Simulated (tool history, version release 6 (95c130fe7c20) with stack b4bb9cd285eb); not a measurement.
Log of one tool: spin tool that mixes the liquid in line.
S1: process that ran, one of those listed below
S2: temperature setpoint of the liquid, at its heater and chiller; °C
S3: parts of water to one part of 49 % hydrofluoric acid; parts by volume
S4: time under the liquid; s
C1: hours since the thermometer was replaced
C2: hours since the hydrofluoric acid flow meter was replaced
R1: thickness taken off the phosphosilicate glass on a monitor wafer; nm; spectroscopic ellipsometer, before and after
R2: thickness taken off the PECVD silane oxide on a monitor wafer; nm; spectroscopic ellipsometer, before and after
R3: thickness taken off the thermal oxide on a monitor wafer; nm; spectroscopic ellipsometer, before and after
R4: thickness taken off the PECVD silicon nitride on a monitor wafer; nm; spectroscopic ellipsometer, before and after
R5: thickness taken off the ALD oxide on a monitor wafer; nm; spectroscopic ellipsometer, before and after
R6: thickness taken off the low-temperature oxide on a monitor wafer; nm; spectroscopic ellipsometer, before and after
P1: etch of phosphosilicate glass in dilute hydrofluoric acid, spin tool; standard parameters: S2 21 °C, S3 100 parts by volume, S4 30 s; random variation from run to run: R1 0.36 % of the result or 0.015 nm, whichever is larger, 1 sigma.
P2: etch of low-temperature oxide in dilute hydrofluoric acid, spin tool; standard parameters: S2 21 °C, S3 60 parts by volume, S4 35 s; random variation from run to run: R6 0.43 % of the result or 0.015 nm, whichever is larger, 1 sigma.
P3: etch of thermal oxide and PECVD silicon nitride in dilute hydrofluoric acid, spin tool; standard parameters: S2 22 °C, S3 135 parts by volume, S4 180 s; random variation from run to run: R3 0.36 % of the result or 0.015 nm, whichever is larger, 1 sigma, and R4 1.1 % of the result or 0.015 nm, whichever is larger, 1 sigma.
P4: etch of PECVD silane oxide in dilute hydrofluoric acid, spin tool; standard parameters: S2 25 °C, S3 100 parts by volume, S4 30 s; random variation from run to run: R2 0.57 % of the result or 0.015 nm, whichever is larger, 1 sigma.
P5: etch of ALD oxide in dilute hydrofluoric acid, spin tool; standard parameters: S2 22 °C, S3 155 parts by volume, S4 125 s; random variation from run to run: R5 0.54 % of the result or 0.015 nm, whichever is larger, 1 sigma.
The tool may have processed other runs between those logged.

run 1 hour=4.7 | S1=P1 S2=21 S3=100 S4=30 | C1=190.5 C2=1337.6 | R1=54.29
run 2 hour=13.6 | S1=P4 S2=25 S3=180 S4=30 | C1=199.4 C2=1346.5 | R2=3.0702
run 3 hour=19.5 | S1=P3 S2=22 S3=135 S4=180 | C1=205.3 C2=1352.4 | R3=5.7707 R4=1.923
run 4 hour=26 | S1=P4 S2=31 S3=100 S4=30 | C1=211.8 C2=1358.9 | R2=7.6802
run 5 hour=32.6 | S1=P5 S2=22 S3=240 S4=125 | C1=218.4 C2=1365.5 | R5=7.7857
run 6 hour=42.3 | S1=P4 S2=25 S3=100 S4=30 | C1=228.1 C2=1375.2 | R2=6.1145
run 7 hour=52.3 | S1=P2 S2=21 S3=60 S4=55 | C1=238.1 C2=1385.2 | R6=10.34
run 8 hour=60.1 | S1=P1 S2=21 S3=100 S4=30 | C1=245.9 C2=1393 | R1=54.542
run 9 hour=66.9 | S1=P2 S2=29 S3=60 S4=35 | C1=252.7 C2=1399.8 | R6=9.0803
run 10 hour=72.9 | S1=P3 S2=17 S3=135 S4=180 | C1=258.7 C2=1405.8 | R3=4.7462 R4=1.449
run 11 hour=83 | S1=P5 S2=22 S3=155 S4=125 | C1=268.8 C2=1415.9 | R5=13.253
run 12 hour=92.2 | S1=P3 S2=22 S3=135 S4=60 | C1=278 C2=1425.1 | R3=1.9397 R4=0.6446
run 13 hour=96.9 | S1=P1 S2=21 S3=100 S4=15 | C1=282.7 C2=1429.8 | R1=27.258
run 14 hour=105.9 | S1=P2 S2=21 S3=100 S4=35 | C1=291.7 C2=1438.8 | R6=3.7647
run 15 hour=115 | S1=P1 S2=26 S3=100 S4=30 | C1=300.8 C2=1447.9 | R1=66.709
run 16 hour=120.7 | S1=P1 S2=28.5 S3=100 S4=15 | C1=306.5 C2=1453.6 | R1=36.662
run 17 hour=129.8 | S1=P5 S2=30 S3=155 S4=125 | C1=315.6 C2=1462.7 | R5=17.681
run 18 hour=138 | S1=P1 S2=21 S3=150 S4=30 | C1=323.8 C2=1470.9 | R1=34.516
run 19 hour=143 | S1=P1 S2=21 S3=60 S4=30 | C1=328.8 C2=1475.9 | R1=95.763
run 20 hour=148.6 | S1=P3 S2=22 S3=135 S4=180 | C1=334.4 C2=1481.5 | R3=5.7943 R4=2.0402
run 21 hour=158.2 | S1=P1 S2=21 S3=100 S4=30 | C1=344 C2=1491.1 | R1=54.493
run 22 hour=162.7 | S1=P2 S2=21 S3=60 S4=35 | C1=348.5 C2=1495.6 | R6=6.5259
run 23 hour=168.9 | S1=P5 S2=22 S3=155 S4=125 | C1=354.7 C2=1501.8 | R5=13.113
run 24 hour=176 | S1=P2 S2=21 S3=60 S4=35 | C1=361.8 C2=1508.9 | R6=6.5804
run 25 hour=182.9 | S1=P5 S2=22 S3=155 S4=15 | C1=368.7 C2=1515.8 | R5=1.5634
run 26 hour=191 | S1=P1 S2=21 S3=100 S4=30 | C1=376.8 C2=1523.9 | R1=54.739
run 27 hour=199.5 | S1=P1 S2=17 S3=100 S4=30 | C1=385.3 C2=1532.4 | R1=46.081
run 28 hour=207.8 | S1=P4 S2=25 S3=100 S4=15 | C1=393.6 C2=1540.7 | R2=3.0176
run 29 hour=214.1 | S1=P3 S2=22 S3=200 S4=180 | C1=399.9 C2=1547 | R3=3.6666 R4=1.3516
run 30 hour=222.7 | S1=P1 S2=21 S3=100 S4=50 | C1=408.5 C2=1555.6 | R1=91.53
run 31 hour=231.8 | S1=P1 S2=21 S3=100 S4=30 | C1=417.6 C2=1564.7 | R1=54.718
run 32 hour=239.9 | S1=P1 S2=21 S3=100 S4=30 | C1=425.7 C2=1572.8 | R1=54.727
run 33 hour=244.5 | S1=P1 S2=21 S3=100 S4=30 | C1=430.3 C2=1577.4 | R1=53.548
run 34 hour=252 | S1=P1 S2=21 S3=100 S4=30 | C1=437.8 C2=1584.9 | R1=52.906
run 35 hour=257.1 | S1=P1 S2=21 S3=100 S4=30 | C1=442.9 C2=1590 | R1=52.398
run 36 hour=265.5 | S1=P1 S2=21 S3=100 S4=30 | C1=451.3 C2=1598.4 | R1=51.733
run 37 hour=275.6 | S1=P1 S2=21 S3=100 S4=30 | C1=461.4 C2=1608.5 | R1=51.568
run 38 hour=284.8 | S1=P1 S2=21 S3=100 S4=30 | C1=470.6 C2=1617.7 | R1=51.308
run 39 hour=293.2 | S1=P1 S2=21 S3=100 S4=30 | C1=479 C2=1626.1 | R1=51.601
run 40 hour=297.8 | S1=P1 S2=21 S3=100 S4=30 | C1=483.6 C2=1630.7 | R1=51.769
run 41 hour=307.8 | S1=P1 S2=21 S3=100 S4=30 | C1=493.6 C2=1640.7 | R1=51.406

The output of P1 has drifted from where it used to be. Each of the 2 causes below, taken at the size shown beside it, accounts for the log equally well:
A: liquid colder than its thermometer reads (K) = 1.54
B: hydrofluoric acid flow below the setpoint (%) = 5.48
At approximately hour 239.9, the process output began to creep.

The 4 check runs listed below each average the results of 5 wafers, and their outcomes are marked with question marks. Under which run would the listed causes produce clearly different results?
run check 1 hour=317.8 | S1=P2 S2=21 S3=60 S4=35 | R6=?
run check 2 hour=317.8 | S1=P4 S2=25 S3=100 S4=30 | R2=?
run check 3 hour=317.8 | S1=P5 S2=22 S3=155 S4=125 | R5=?
run check 4 hour=317.8 | S1=P3 S2=22 S3=135 S4=180 | R3=? R4=?

How each check would come out, cause by cause:
check=check_1 result=R6 if_A=6.1374 if_B=6.1635
check=check_2 result=R2 if_A=5.7297 if_B=5.7139
check=check_3 result=R5 if_A=12.401 if_B=12.331
check=check_4 result=R3 if_A=5.4562 if_B=5.4348
check=check_4 result=R4 if_A=1.7965 if_B=1.8829
Per-check spread between the two closest causes, in the result where they differ most: check 1 0.42 %; check 2 0.28 %; check 3 0.57 %; check 4 4.7 %
Only check 4 tells the causes apart: in the others they would give nearly the same result.

Check 4 was then run and gave: R3 5.4597 nm; R4 1.7935 nm. Which cause is it?

It is A: liquid colder than its thermometer reads (K).
